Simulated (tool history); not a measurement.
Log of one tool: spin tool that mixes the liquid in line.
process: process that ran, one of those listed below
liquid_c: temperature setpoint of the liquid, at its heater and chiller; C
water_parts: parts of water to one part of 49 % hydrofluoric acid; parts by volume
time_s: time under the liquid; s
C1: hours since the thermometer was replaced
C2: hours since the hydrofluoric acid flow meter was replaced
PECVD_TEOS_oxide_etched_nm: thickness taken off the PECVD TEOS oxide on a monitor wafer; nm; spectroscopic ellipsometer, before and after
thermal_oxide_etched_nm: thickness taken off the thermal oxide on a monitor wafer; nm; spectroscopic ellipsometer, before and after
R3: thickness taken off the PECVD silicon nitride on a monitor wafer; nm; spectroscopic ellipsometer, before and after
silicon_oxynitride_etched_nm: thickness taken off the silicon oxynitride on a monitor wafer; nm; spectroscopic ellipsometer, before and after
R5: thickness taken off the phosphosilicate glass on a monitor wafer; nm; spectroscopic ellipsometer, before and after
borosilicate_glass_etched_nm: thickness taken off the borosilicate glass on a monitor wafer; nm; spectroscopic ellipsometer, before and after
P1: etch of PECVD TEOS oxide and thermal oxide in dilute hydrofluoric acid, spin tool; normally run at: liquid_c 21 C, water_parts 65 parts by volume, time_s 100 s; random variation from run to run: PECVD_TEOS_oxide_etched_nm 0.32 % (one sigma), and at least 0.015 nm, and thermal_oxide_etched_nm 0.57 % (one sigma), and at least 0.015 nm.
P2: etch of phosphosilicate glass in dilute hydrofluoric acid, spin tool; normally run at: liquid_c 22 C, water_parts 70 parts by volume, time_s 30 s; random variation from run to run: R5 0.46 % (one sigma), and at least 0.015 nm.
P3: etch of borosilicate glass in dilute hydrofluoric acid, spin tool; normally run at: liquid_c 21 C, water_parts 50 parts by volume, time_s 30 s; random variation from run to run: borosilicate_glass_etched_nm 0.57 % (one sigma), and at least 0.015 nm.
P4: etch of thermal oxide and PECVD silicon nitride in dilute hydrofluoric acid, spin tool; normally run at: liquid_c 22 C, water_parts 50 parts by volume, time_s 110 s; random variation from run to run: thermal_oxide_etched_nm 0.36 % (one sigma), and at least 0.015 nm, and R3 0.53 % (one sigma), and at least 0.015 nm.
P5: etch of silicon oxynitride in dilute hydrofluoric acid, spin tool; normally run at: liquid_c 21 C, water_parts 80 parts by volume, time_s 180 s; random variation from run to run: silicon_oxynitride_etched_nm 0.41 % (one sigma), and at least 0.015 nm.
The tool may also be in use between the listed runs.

run 1 hour=5.2 | process=P1 liquid_c=21 water_parts=65 time_s=100 | C1=147.9 C2=232.9 | PECVD_TEOS_oxide_etched_nm=24.945 thermal_oxide_etched_nm=6.8467
run 2 hour=9.6 | process=P1 liquid_c=21 water_parts=65 time_s=100 | C1=152.3 C2=237.3 | PECVD_TEOS_oxide_etched_nm=25.041 thermal_oxide_etched_nm=6.7552
run 3 hour=12.9 | process=P4 liquid_c=22 water_parts=50 time_s=110 | C1=155.6 C2=240.6 | thermal_oxide_etched_nm=10.489 R3=4.6208
run 4 hour=16.6 | process=P5 liquid_c=21 water_parts=80 time_s=55 | C1=159.3 C2=244.3 | silicon_oxynitride_etched_nm=1.9621
run 5 hour=20.2 | process=P4 liquid_c=28.5 water_parts=50 time_s=110 | C1=162.9 C2=247.9 | thermal_oxide_etched_nm=13.697 R3=7.079
run 6 hour=24 | process=P4 liquid_c=22 water_parts=50 time_s=110 | C1=166.7 C2=251.7 | thermal_oxide_etched_nm=10.537 R3=4.5748
run 7 hour=29.4 | process=P2 liquid_c=22 water_parts=70 time_s=15 | C1=172.1 C2=257.1 | R5=29.232
run 8 hour=34.8 | process=P1 liquid_c=26.5 water_parts=65 time_s=100 | C1=177.5 C2=262.5 | PECVD_TEOS_oxide_etched_nm=31.176 thermal_oxide_etched_nm=8.4324
run 9 hour=40.3 | process=P5 liquid_c=21 water_parts=80 time_s=180 | C1=183 C2=268 | silicon_oxynitride_etched_nm=6.4669
run 10 hour=45.3 | process=P1 liquid_c=21 water_parts=90 time_s=100 | C1=188 C2=273 | PECVD_TEOS_oxide_etched_nm=17.507 thermal_oxide_etched_nm=4.808
run 11 hour=49.7 | process=P3 liquid_c=21 water_parts=20 time_s=30 | C1=192.4 C2=277.4 | borosilicate_glass_etched_nm=30.932
run 12 hour=52.6 | process=P1 liquid_c=21 water_parts=65 time_s=100 | C1=195.3 C2=280.3 | PECVD_TEOS_oxide_etched_nm=25.091 thermal_oxide_etched_nm=6.827
run 13 hour=57 | process=P4 liquid_c=22 water_parts=20 time_s=110 | C1=199.7 C2=284.7 | thermal_oxide_etched_nm=27.292 R3=11.19
run 14 hour=60.2 | process=P1 liquid_c=21 water_parts=65 time_s=100 | C1=202.9 C2=287.9 | PECVD_TEOS_oxide_etched_nm=24.933 thermal_oxide_etched_nm=6.8519
run 15 hour=65.7 | process=P2 liquid_c=25.5 water_parts=70 time_s=30 | C1=208.4 C2=293.4 | R5=67.506
run 16 hour=69 | process=P1 liquid_c=21 water_parts=40 time_s=100 | C1=211.7 C2=296.7 | PECVD_TEOS_oxide_etched_nm=41.958 thermal_oxide_etched_nm=11.345
run 17 hour=71.8 | process=P2 liquid_c=22 water_parts=20 time_s=30 | C1=214.5 C2=299.5 | R5=218.36
run 18 hour=75.3 | process=P1 liquid_c=17 water_parts=65 time_s=100 | C1=218 C2=303 | PECVD_TEOS_oxide_etched_nm=21.149 thermal_oxide_etched_nm=5.7067
run 19 hour=80.3 | process=P1 liquid_c=21 water_parts=65 time_s=15 | C1=223 C2=308 | PECVD_TEOS_oxide_etched_nm=3.7143 thermal_oxide_etched_nm=1.0357
run 20 hour=85.5 | process=P3 liquid_c=26.5 water_parts=50 time_s=30 | C1=228.2 C2=313.2 | borosilicate_glass_etched_nm=15.042
run 21 hour=89.5 | process=P1 liquid_c=21 water_parts=65 time_s=195 | C1=232.2 C2=317.2 | PECVD_TEOS_oxide_etched_nm=48.709 thermal_oxide_etched_nm=13.236
run 22 hour=93.6 | process=P2 liquid_c=22 water_parts=70 time_s=30 | C1=236.3 C2=321.3 | R5=58.13
-- hour=98.2 thermometer replaced
run 23 hour=98.6 | process=P3 liquid_c=21 water_parts=50 time_s=60 | C1=0.5 C2=326.3 | borosilicate_glass_etched_nm=23.931
run 24 hour=102.6 | process=P4 liquid_c=22 water_parts=50 time_s=55 | C1=4.5 C2=330.3 | thermal_oxide_etched_nm=5.2502 R3=2.3024
run 25 hour=106 | process=P5 liquid_c=17 water_parts=80 time_s=180 | C1=7.9 C2=333.7 | silicon_oxynitride_etched_nm=5.2941
run 26 hour=110.2 | process=P5 liquid_c=21 water_parts=135 time_s=180 | C1=12.1 C2=337.9 | silicon_oxynitride_etched_nm=3.7222
run 27 hour=114.6 | process=P1 liquid_c=21 water_parts=65 time_s=100 | C1=16.5 C2=342.3 | PECVD_TEOS_oxide_etched_nm=24.997 thermal_oxide_etched_nm=6.8092
run 28 hour=117.9 | process=P1 liquid_c=21 water_parts=25 time_s=185 | C1=19.8 C2=345.6 | PECVD_TEOS_oxide_etched_nm=126.29 thermal_oxide_etched_nm=34.336
run 29 hour=122.6 | process=P3 liquid_c=21 water_parts=50 time_s=30 | C1=24.5 C2=350.3 | borosilicate_glass_etched_nm=11.891
run 30 hour=126.9 | process=P3 liquid_c=21 water_parts=50 time_s=30 | C1=28.8 C2=354.6 | borosilicate_glass_etched_nm=11.854
run 31 hour=130 | process=P1 liquid_c=21 water_parts=65 time_s=100 | C1=31.9 C2=357.7 | PECVD_TEOS_oxide_etched_nm=24.849 thermal_oxide_etched_nm=6.8239
run 32 hour=132.6 | process=P1 liquid_c=21 water_parts=65 time_s=100 | C1=34.5 C2=360.3 | PECVD_TEOS_oxide_etched_nm=24.941 thermal_oxide_etched_nm=6.8577
run 33 hour=137.6 | process=P1 liquid_c=21 water_parts=65 time_s=100 | C1=39.5 C2=365.3 | PECVD_TEOS_oxide_etched_nm=24.929 thermal_oxide_etched_nm=6.7725
run 34 hour=143 | process=P1 liquid_c=21 water_parts=65 time_s=100 | C1=44.9 C2=370.7 | PECVD_TEOS_oxide_etched_nm=24.286 thermal_oxide_etched_nm=6.5936
run 35 hour=146.2 | process=P1 liquid_c=21 water_parts=65 time_s=100 | C1=48.1 C2=373.9 | PECVD_TEOS_oxide_etched_nm=23.844 thermal_oxide_etched_nm=6.5015
run 36 hour=151 | process=P1 liquid_c=21 water_parts=65 time_s=100 | C1=52.9 C2=378.7 | PECVD_TEOS_oxide_etched_nm=23.715 thermal_oxide_etched_nm=6.4098
run 37 hour=155.1 | process=P1 liquid_c=21 water_parts=65 time_s=100 | C1=57 C2=382.8 | PECVD_TEOS_oxide_etched_nm=23.53 thermal_oxide_etched_nm=6.3895
run 38 hour=160.6 | process=P1 liquid_c=21 water_parts=65 time_s=100 | C1=62.5 C2=388.3 | PECVD_TEOS_oxide_etched_nm=23.262 thermal_oxide_etched_nm=6.3389
run 39 hour=163.6 | process=P1 liquid_c=21 water_parts=65 time_s=100 | C1=65.5 C2=391.3 | PECVD_TEOS_oxide_etched_nm=23.093 thermal_oxide_etched_nm=6.4039
run 40 hour=166.5 | process=P1 liquid_c=21 water_parts=65 time_s=100 | C1=68.4 C2=394.2 | PECVD_TEOS_oxide_etched_nm=23.175 thermal_oxide_etched_nm=6.2884
run 41 hour=171.1 | process=P1 liquid_c=21 water_parts=65 time_s=100 | C1=73 C2=398.8 | PECVD_TEOS_oxide_etched_nm=23.171 thermal_oxide_etched_nm=6.3223
run 42 hour=176.4 | process=P1 liquid_c=21 water_parts=65 time_s=100 | C1=78.3 C2=404.1 | PECVD_TEOS_oxide_etched_nm=23.096 thermal_oxide_etched_nm=6.3411
run 43 hour=180.5 | process=P1 liquid_c=21 water_parts=65 time_s=100 | C1=82.4 C2=408.2 | PECVD_TEOS_oxide_etched_nm=23.132 thermal_oxide_etched_nm=6.3187
run 44 hour=184.6 | process=P1 liquid_c=21 water_parts=65 time_s=100 | C1=86.5 C2=412.3 | PECVD_TEOS_oxide_etched_nm=23.051 thermal_oxide_etched_nm=6.2

What P1 gives has crept away from where it was. These 2 causes fit the log equally well, each at the size given:
A: liquid colder than its thermometer reads (K) = 1.9
B: hydrofluoric acid flow below the setpoint (%) = 7.08
The creep began at about hour 137.6.

4 check runs are offered, one wafer each, their results left as question marks. Which one tells the causes apart?
run check 1 hour=188.7 | process=P4 liquid_c=22 water_parts=25 time_s=110 | thermal_oxide_etched_nm=? R3=?
run check 2 hour=188.7 | process=P5 liquid_c=21 water_parts=125 time_s=60 | silicon_oxynitride_etched_nm=?
run check 3 hour=188.7 | process=P2 liquid_c=22 water_parts=20 time_s=30 | R5=?
run check 4 hour=188.7 | process=P3 liquid_c=21 water_parts=35 time_s=30 | borosilicate_glass_etched_nm=?

What each check would give under each cause:
check=check_1 result=thermal_oxide_etched_nm if_A=19.971 if_B=20.089
check=check_1 result=R3 if_A=7.9012 if_B=8.4084
check=check_2 result=silicon_oxynitride_etched_nm if_A=1.2216 if_B=1.2355
check=check_3 result=R5 if_A=201.11 if_B=202.47
check=check_4 result=borosilicate_glass_etched_nm if_A=16.007 if_B=16.083
How far apart the two closest causes lie, in the result that separates them most: check 1 6.22 %; check 2 1.13 %; check 3 0.67 %; check 4 0.47 %
Only check 1 tells the causes apart: in the others they would give nearly the same result.

Check 1 was then run and gave: thermal_oxide_etched_nm 19.997 nm; R3 8.3684 nm. Which cause is it?

It is B: hydrofluoric acid flow below the setpoint (%).
